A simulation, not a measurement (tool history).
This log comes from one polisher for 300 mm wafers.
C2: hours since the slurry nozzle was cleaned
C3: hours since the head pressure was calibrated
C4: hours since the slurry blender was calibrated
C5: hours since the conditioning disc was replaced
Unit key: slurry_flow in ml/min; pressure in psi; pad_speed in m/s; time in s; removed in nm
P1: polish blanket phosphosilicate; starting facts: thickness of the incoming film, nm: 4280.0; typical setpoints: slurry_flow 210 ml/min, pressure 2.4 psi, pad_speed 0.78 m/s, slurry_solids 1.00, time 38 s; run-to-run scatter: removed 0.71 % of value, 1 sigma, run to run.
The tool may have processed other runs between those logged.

run 1 hour=12.1 | slurry_flow=210 pressure=2.4 pad_speed=0.78 slurry_solids=1.00 time=38 | wafers_polished_on_this_pad=367 C2=113.1 C3=522.4 C4=113.8 C5=135.5 | removed=198.700
run 2 hour=21.5 | slurry_flow=210 pressure=2.4 pad_speed=0.78 slurry_solids=1.00 time=38 | wafers_polished_on_this_pad=491 C2=122.5 C3=531.8 C4=123.2 C5=144.9 | removed=200.890
run 3 hour=30.6 | slurry_flow=210 pressure=2.4 pad_speed=0.78 slurry_solids=1.20 time=29 | wafers_polished_on_this_pad=611 C2=131.6 C3=540.9 C4=132.3 C5=154.0 | removed=165.310
run 4 hour=40.7 | slurry_flow=210 pressure=2.4 pad_speed=0.36 slurry_solids=1.00 time=24 | wafers_polished_on_this_pad=745 C2=141.7 C3=551.0 C4=142.4 C5=164.1 | removed=69.194
run 5 hour=51.5 | slurry_flow=125 pressure=2.4 pad_speed=0.78 slurry_solids=1.00 time=38 | wafers_polished_on_this_pad=887 C2=152.5 C3=561.8 C4=153.2 C5=174.9 | removed=184.640
run 6 hour=65.3 | slurry_flow=210 pressure=2.4 pad_speed=0.78 slurry_solids=1.40 time=38 | wafers_polished_on_this_pad=1070 C2=166.3 C3=575.6 C4=167.0 C5=188.7 | removed=230.260
run 7 hour=77.4 | slurry_flow=210 pressure=2.4 pad_speed=0.78 slurry_solids=1.00 time=38 | wafers_polished_on_this_pad=1229 C2=178.4 C3=587.7 C4=179.1 C5=200.8 | removed=203.070
run 8 hour=88.5 | slurry_flow=210 pressure=3.4 pad_speed=0.78 slurry_solids=1.00 time=38 | wafers_polished_on_this_pad=1376 C2=189.5 C3=598.8 C4=190.2 C5=211.9 | removed=284.080
run 9 hour=101.8 | slurry_flow=210 pressure=2.4 pad_speed=0.78 slurry_solids=1.00 time=38 | wafers_polished_on_this_pad=1552 C2=202.8 C3=612.1 C4=203.5 C5=225.2 | removed=201.200
run 10 hour=116.7 | slurry_flow=210 pressure=1.7 pad_speed=0.78 slurry_solids=1.00 time=38 | wafers_polished_on_this_pad=1748 C2=217.7 C3=627.0 C4=218.4 C5=240.1 | removed=142.770
run 11 hour=124.8 | slurry_flow=335 pressure=2.4 pad_speed=0.78 slurry_solids=1.00 time=38 | wafers_polished_on_this_pad=1855 C2=225.8 C3=635.1 C4=226.5 C5=248.2 | removed=211.160
run 12 hour=132.4 | slurry_flow=210 pressure=2.4 pad_speed=0.56 slurry_solids=1.00 time=38 | wafers_polished_on_this_pad=1956 C2=233.4 C3=642.7 C4=234.1 C5=255.8 | removed=154.560
run 13 hour=140.9 | slurry_flow=210 pressure=1.7 pad_speed=0.78 slurry_solids=1.00 time=27 | wafers_polished_on_this_pad=2068 C2=241.9 C3=651.2 C4=242.6 C5=264.3 | removed=101.230
run 14 hour=148.7 | slurry_flow=210 pressure=2.4 pad_speed=0.78 slurry_solids=1.00 time=24 | wafers_polished_on_this_pad=2171 C2=249.7 C3=659.0 C4=250.4 C5=272.1 | removed=127.310
-- hour=157.1 head pressure recalibrated
run 15 hour=159.5 | slurry_flow=210 pressure=2.4 pad_speed=0.78 slurry_solids=1.00 time=38 | wafers_polished_on_this_pad=2314 C2=260.5 C3=2.4 C4=261.2 C5=282.9 | removed=201.640
-- hour=168.2 slurry blender recalibrated
run 16 hour=172.2 | slurry_flow=210 pressure=2.4 pad_speed=0.98 slurry_solids=1.00 time=38 | wafers_polished_on_this_pad=2481 C2=273.2 C3=15.1 C4=4.1 C5=295.6 | removed=239.830
run 17 hour=184.2 | slurry_flow=210 pressure=2.4 pad_speed=0.78 slurry_solids=1.00 time=38 | wafers_polished_on_this_pad=2640 C2=285.2 C3=27.1 C4=16.1 C5=307.6 | removed=201.820
run 18 hour=193.7 | slurry_flow=210 pressure=2.4 pad_speed=0.78 slurry_solids=0.55 time=38 | wafers_polished_on_this_pad=2765 C2=294.7 C3=36.6 C4=25.6 C5=317.1 | removed=146.030
run 19 hour=201.0 | slurry_flow=210 pressure=2.4 pad_speed=0.78 slurry_solids=1.00 time=49 | wafers_polished_on_this_pad=2862 C2=302.0 C3=43.9 C4=32.9 C5=324.4 | removed=257.810
run 20 hour=211.6 | slurry_flow=210 pressure=2.4 pad_speed=0.78 slurry_solids=1.00 time=38 | wafers_polished_on_this_pad=3002 C2=312.6 C3=54.5 C4=43.5 C5=335.0 | removed=200.320
run 21 hour=221.2 | slurry_flow=210 pressure=2.4 pad_speed=0.78 slurry_solids=1.00 time=38 | wafers_polished_on_this_pad=3129 C2=322.2 C3=64.1 C4=53.1 C5=344.6 | removed=195.840
run 22 hour=234.8 | slurry_flow=210 pressure=2.4 pad_speed=0.78 slurry_solids=1.00 time=38 | wafers_polished_on_this_pad=3308 C2=335.8 C3=77.7 C4=66.7 C5=358.2 | removed=186.420

Estimate the outcome of run 23 from the log above:
-- hour=240.2 conditioning disc replaced and pad reconditioned
-- hour=245.3 slurry nozzle cleaned
run 23 hour=247.6 | slurry_flow=210 pressure=2.4 pad_speed=0.78 slurry_solids=1.00 time=38 | wafers_polished_on_this_pad=3477 C2=2.4 C3=90.5 C4=79.5 C5=7.5 | removed=?

removed: 183.190 nm

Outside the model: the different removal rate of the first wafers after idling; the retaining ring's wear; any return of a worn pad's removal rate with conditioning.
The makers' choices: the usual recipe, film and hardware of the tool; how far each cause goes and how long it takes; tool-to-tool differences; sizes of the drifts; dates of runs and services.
